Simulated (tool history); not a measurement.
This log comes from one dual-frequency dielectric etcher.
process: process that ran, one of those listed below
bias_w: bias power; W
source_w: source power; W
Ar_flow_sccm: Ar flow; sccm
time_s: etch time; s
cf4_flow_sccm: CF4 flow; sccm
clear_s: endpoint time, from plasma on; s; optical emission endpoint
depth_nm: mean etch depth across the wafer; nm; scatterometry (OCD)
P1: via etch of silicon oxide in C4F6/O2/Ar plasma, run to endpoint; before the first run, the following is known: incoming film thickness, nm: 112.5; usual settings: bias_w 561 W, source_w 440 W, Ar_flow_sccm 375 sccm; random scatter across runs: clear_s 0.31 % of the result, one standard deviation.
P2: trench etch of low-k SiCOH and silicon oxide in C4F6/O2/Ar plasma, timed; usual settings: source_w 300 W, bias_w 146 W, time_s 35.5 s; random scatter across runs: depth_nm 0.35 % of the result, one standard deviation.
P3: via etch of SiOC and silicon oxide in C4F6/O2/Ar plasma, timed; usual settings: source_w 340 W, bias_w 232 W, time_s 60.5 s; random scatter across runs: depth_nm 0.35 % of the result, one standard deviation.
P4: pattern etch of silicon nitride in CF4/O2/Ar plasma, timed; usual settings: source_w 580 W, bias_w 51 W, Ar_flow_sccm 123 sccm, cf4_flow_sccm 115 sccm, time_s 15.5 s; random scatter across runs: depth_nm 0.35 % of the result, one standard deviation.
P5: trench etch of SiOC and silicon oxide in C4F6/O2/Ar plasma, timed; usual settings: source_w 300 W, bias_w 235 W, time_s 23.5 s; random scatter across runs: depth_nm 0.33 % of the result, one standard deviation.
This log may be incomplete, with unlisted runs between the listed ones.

| run | hour | process | bias_w | source_w | Ar_flow_sccm | time_s | cf4_flow_sccm | hours since the last wet clean | hours since the last bias power generator calibration | hours since the last source power generator calibration | hours since the last Ar flow controller change | clear_s | depth_nm |
|---|---|---|---|---|---|---|---|---|---|---|---|---|---|
| 1 | 9.7 | P1 | 561 | 440 | 375 |  |  | 443.4 | 1608.8 | 522.9 | 375.0 | 23.758 |  |
| 2 | 26.2 | P3 | 232 | 240 |  | 60.5 |  | 459.9 | 1625.3 | 539.4 | 391.5 |  | 62.683 |
| 3 | 41.0 | P1 | 561 | 440 | 256 |  |  | 474.7 | 1640.1 | 554.2 | 406.3 | 22.667 |  |
| 4 | 57.7 | P1 | 759 | 440 | 375 |  |  | 491.4 | 1656.8 | 570.9 | 423.0 | 20.956 |  |
| 5 | 66.8 | P2 | 146 | 430 |  | 35.5 |  | 500.5 | 1665.9 | 580.0 | 432.1 |  | 110.220 |
| 6 | 77.3 | P5 | 235 | 300 |  | 23.5 |  | 511.0 | 1676.4 | 590.5 | 442.6 |  | 47.010 |
| 7 | 92.4 | P1 | 561 | 440 | 500 |  |  | 526.1 | 1691.5 | 605.6 | 457.7 | 24.316 |  |
| 8 | 102.5 | P1 | 329 | 440 | 375 |  |  | 536.2 | 1701.6 | 615.7 | 467.8 | 28.629 |  |
| 9 | 115.9 | P2 | 146 | 300 |  | 20.5 |  | 549.6 | 1715.0 | 629.1 | 481.2 |  | 55.257 |
| 10 | 129.4 | P1 | 561 | 440 | 375 |  |  | 563.1 | 1728.5 | 642.6 | 494.7 | 23.744 |  |
| 11 | 144.7 | P5 | 282 | 300 |  | 23.5 |  | 578.4 | 1743.8 | 657.9 | 510.0 |  | 49.947 |
| 12 | 159.6 | P1 | 561 | 320 | 375 |  |  | 593.3 | 1758.7 | 672.8 | 524.9 | 26.672 |  |
| 13 | 169.2 | P1 | 694 | 370 | 375 |  |  | 602.9 | 1768.3 | 682.4 | 534.5 | 23.264 |  |
| 14 | 181.1 | P3 | 232 | 340 |  | 60.5 |  | 614.8 | 1780.2 | 694.3 | 546.4 |  | 71.105 |
| 15 | 193.1 | P2 | 146 | 300 |  | 35.5 |  | 626.8 | 1792.2 | 706.3 | 558.4 |  | 95.726 |
| 16 | 206.1 | P5 | 235 | 300 |  | 29.5 |  | 639.8 | 1805.2 | 719.3 | 571.4 |  | 58.826 |
| 17 | 218.9 | P2 | 146 | 300 |  | 35.5 |  | 652.6 | 1818.0 | 732.1 | 584.2 |  | 95.594 |
| 18 | 228.4 | P1 | 561 | 560 | 375 |  |  | 662.1 | 1827.5 | 741.6 | 593.7 | 21.578 |  |
| 19 | 238.1 | P4 | 51 | 580 | 123 | 21.5 | 115 | 671.8 | 1837.2 | 751.3 | 603.4 |  | 47.344 |
| 20 | 248.4 | P4 | 34 | 580 | 123 | 15.5 | 115 | 682.1 | 1847.5 | 761.6 | 613.7 |  | 29.652 |
| 21 | 263.3 | P5 | 235 | 300 |  | 23.5 |  | 697.0 | 1862.4 | 776.5 | 628.6 |  | 46.614 |
| 22 | 273.4 | P4 | 51 | 430 | 123 | 15.5 | 115 | 707.1 | 1872.5 | 786.6 | 638.7 |  | 26.497 |
|  | 285.5 | Ar flow controller replaced |
| 23 | 287.9 | P3 | 183 | 340 |  | 60.5 |  | 721.6 | 1887.0 | 801.1 | 2.5 |  | 65.701 |
| 24 | 304.8 | P1 | 561 | 440 | 375 |  |  | 738.5 | 1903.9 | 818.0 | 19.4 | 23.614 |  |
| 25 | 313.3 | P5 | 235 | 430 |  | 23.5 |  | 747.0 | 1912.4 | 826.5 | 27.9 |  | 53.711 |
| 26 | 323.8 | P4 | 51 | 580 | 157 | 15.5 | 115 | 757.5 | 1922.9 | 837.0 | 38.4 |  | 32.978 |
| 27 | 341.4 | P3 | 232 | 340 |  | 78.5 |  | 775.1 | 1940.5 | 854.6 | 56.0 |  | 92.308 |
| 28 | 354.3 | P1 | 561 | 440 | 375 |  |  | 788.0 | 1953.4 | 867.5 | 68.9 | 23.594 |  |
| 29 | 366.1 | P1 | 755 | 440 | 465 |  |  | 799.8 | 1965.2 | 879.3 | 80.7 | 21.586 |  |
| 30 | 379.3 | P4 | 51 | 580 | 123 | 15.5 | 138 | 813.0 | 1978.4 | 892.5 | 93.9 |  | 35.014 |
| 31 | 390.6 | P4 | 51 | 580 | 123 | 15.5 | 115 | 824.3 | 1989.7 | 903.8 | 105.2 |  | 34.048 |
| 32 | 405.0 | P2 | 195 | 300 |  | 35.5 |  | 838.7 | 2004.1 | 918.2 | 119.6 |  | 105.230 |
| 33 | 421.9 | P1 | 561 | 440 | 375 |  |  | 855.6 | 2021.0 | 935.1 | 136.5 | 23.545 |  |
| 34 | 439.0 | P1 | 561 | 440 | 375 |  |  | 872.7 | 2038.1 | 952.2 | 153.6 | 23.714 |  |
| 35 | 450.2 | P1 | 561 | 440 | 375 |  |  | 883.9 | 2049.3 | 963.4 | 164.8 | 23.751 |  |
| 36 | 467.7 | P1 | 561 | 440 | 375 |  |  | 901.4 | 2066.8 | 980.9 | 182.3 | 23.953 |  |
|  | 473.0 | wet clean of the chamber |
| 37 | 479.3 | P1 | 561 | 440 | 375 |  |  | 6.3 | 2078.4 | 992.5 | 193.9 | 24.088 |  |
| 38 | 494.7 | P1 | 561 | 440 | 375 |  |  | 21.7 | 2093.8 | 1007.9 | 209.3 | 23.971 |  |
| 39 | 506.5 | P1 | 561 | 440 | 375 |  |  | 33.5 | 2105.6 | 1019.7 | 221.1 | 23.987 |  |
| 40 | 518.1 | P1 | 561 | 440 | 375 |  |  | 45.1 | 2117.2 | 1031.3 | 232.7 | 24.093 |  |

What does the tool deliver on the next run?
| 41 | 528.8 | P1 | 561 | 440 | 375 |  |  | 55.8 | 2127.9 | 1042.0 | 243.4 | ? |  |

Logged for run 41: clear_s 24.163 s.
